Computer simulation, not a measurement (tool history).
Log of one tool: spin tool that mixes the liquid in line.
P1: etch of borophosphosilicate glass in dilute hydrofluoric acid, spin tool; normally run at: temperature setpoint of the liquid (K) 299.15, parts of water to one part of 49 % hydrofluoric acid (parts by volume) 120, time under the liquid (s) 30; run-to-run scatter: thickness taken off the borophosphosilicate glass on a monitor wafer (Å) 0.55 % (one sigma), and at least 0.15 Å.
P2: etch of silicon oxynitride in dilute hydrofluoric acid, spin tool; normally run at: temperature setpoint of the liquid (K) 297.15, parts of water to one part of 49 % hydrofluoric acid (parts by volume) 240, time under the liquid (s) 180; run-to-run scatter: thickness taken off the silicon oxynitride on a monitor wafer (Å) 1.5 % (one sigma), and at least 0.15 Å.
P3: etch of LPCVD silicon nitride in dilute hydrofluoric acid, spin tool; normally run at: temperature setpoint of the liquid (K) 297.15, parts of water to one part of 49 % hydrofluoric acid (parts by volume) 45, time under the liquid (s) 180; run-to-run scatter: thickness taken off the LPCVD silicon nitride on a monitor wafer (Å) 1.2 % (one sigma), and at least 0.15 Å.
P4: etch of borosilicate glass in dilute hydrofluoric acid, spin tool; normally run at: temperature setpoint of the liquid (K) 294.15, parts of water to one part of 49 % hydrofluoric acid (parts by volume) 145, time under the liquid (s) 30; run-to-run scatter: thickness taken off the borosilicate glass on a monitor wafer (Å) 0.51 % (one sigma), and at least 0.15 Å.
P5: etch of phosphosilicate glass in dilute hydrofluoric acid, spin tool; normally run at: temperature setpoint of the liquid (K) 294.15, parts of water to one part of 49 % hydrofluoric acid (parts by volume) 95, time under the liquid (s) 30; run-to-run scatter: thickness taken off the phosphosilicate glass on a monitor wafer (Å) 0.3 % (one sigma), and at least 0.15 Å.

run,hour,process that ran,temperature setpoint of the liquid (K),parts of water to one part of 49 % hydrofluoric acid (parts by volume),time under the liquid (s),hours since the thermometer was replaced,hours since the hydrofluoric acid flow meter was replaced,thickness taken off the borophosphosilicate glass on a monitor wafer (Å),thickness taken off the borosilicate glass on a monitor wafer (Å),thickness taken off the LPCVD silicon nitride on a monitor wafer (Å),thickness taken off the silicon oxynitride on a monitor wafer (Å),thickness taken off the phosphosilicate glass on a monitor wafer (Å)
1,17.6,P1,299.15,120,30,1288.8,1563.9,68.609,,,,
2,31,P4,294.15,145,30,1302.2,1577.3,,77.32,,,
3,48.3,P1,299.15,65,30,1319.5,1594.6,136.91,,,,
4,64.8,P3,303.15,45,180,1336,1611.1,,,26.701,,
5,82.6,P2,297.15,240,290,1353.8,1628.9,,,,28.3,
6,100.3,P5,294.15,95,15,1371.5,1646.6,,,,,163.54
7,109,P1,294.15,120,30,1380.2,1655.3,56.38,,,,
8,118.5,P1,299.15,120,30,1389.7,1664.8,69.193,,,,
9,126.4,P5,290.15,95,30,1397.6,1672.7,,,,,279.06
10,138.3,P5,294.15,95,30,1409.5,1684.6,,,,,330.47
11,151.8,P1,299.15,170,30,1423,1698.1,45.823,,,,
12,160.7,P3,297.15,45,180,1431.9,1707,,,18.737,,
13,176.2,P1,299.15,120,45,1447.4,1722.5,104.04,,,,
14,192.6,P2,297.15,240,180,1463.8,1738.9,,,,18.185,
15,210.7,P1,304.65,120,30,1481.9,1757,84.552,,,,
16,228.8,P2,304.15,240,180,1500,1775.1,,,,24.034,
17,239.2,P4,294.15,205,30,1510.4,1785.5,,50.593,,,
18,257.1,P1,304.65,160,30,1528.3,1803.4,59.906,,,,
19,273.8,P4,294.15,145,15,1545,1820.1,,38.465,,,
20,283.3,P3,297.15,75,180,1554.5,1829.6,,,11.023,,
21,297.7,P5,294.15,180,30,1568.9,1844,,,,,158.16
22,306.6,P3,297.15,45,15,1577.8,1852.9,,,1.4268,,
23,318.9,P1,299.15,120,15,1590.1,1865.2,34.902,,,,
24,332.4,P1,299.15,120,30,1603.6,1878.7,68.026,,,,
25,348.9,P5,294.15,95,30,1620.1,1895.2,,,,,328.42
26,366.7,P4,294.15,145,30,1637.9,1913,,76.26,,,
27,382.5,P1,299.15,120,30,1653.7,1928.8,68.985,,,,
28,400.2,P2,297.15,425,180,1671.4,1946.5,,,,8.8906,
29,416.1,P3,297.15,45,180,1687.3,1962.4,,,18.407,,
30,425.6,P1,299.15,120,30,1696.8,1971.9,68.955,,,,
31,439.8,P4,298.15,145,30,1711,1986.1,,89.293,,,
32,456.1,P2,297.15,240,180,1727.3,2002.4,,,,18.06,
33,466,P1,299.15,120,30,1737.2,2012.3,69.928,,,,
34,477.5,P1,299.15,120,30,1748.7,2023.8,69.408,,,,
35,485.7,P1,299.15,120,30,1756.9,2032,68.281,,,,
36,502.7,P1,299.15,120,30,1773.9,2049,66.569,,,,
37,519.2,P1,299.15,120,30,1790.4,2065.5,65.587,,,,
38,537.1,P1,299.15,120,30,1808.3,2083.4,64.382,,,,
39,551.7,P1,299.15,120,30,1822.9,2098,64.138,,,,
40,561.2,P1,299.15,120,30,1832.4,2107.5,63.873,,,,
41,572.6,P1,299.15,120,30,1843.8,2118.9,64.673,,,,
42,580.6,P1,299.15,120,30,1851.8,2126.9,63.491,,,,
43,590.6,P1,299.15,120,30,1861.8,2136.9,63.235,,,,
44,604.8,P1,299.15,120,30,1876,2151.1,63.519,,,,

What P1 gives has crept away from where it was. These 2 causes fit the log equally well, each at the size given:
A: liquid colder than its thermometer reads (K) = 2.19
B: hydrofluoric acid flow below the setpoint (%) = 7.07
The creep began at about hour 477.5.

4 check runs are offered, each on 5 wafers whose results are averaged, their results left as question marks. Which one tells the causes apart?
check 1,619,P3,297.15,45,85,,,,,?,,
check 2,619,P4,297.65,145,15,,,,?,,,
check 3,619,P5,294.15,175,15,,,,,,,?
check 4,619,P2,300.65,240,180,,,,,,?,

What each check would give under each cause:
check,result,if A,if B
check 1,thickness taken off the LPCVD silicon nitride on a monitor wafer (Å),7.4392,8.0399
check 2,thickness taken off the borosilicate glass on a monitor wafer (Å),40.241,40.179
check 3,thickness taken off the phosphosilicate glass on a monitor wafer (Å),75.041,74.964
check 4,thickness taken off the silicon oxynitride on a monitor wafer (Å),19.206,19.309
How far apart the two closest causes lie, in the result that separates them most: check 1 7.77 %; check 2 0.15 %; check 3 0.1 %; check 4 0.53 %
Only check 1 tells the causes apart: in the others they would give nearly the same result.

Then check 1 was run and gave: thickness taken off the LPCVD silicon nitride on a monitor wafer (Å) 7.5618. Which cause is it?

It is A: liquid colder than its thermometer reads (K).

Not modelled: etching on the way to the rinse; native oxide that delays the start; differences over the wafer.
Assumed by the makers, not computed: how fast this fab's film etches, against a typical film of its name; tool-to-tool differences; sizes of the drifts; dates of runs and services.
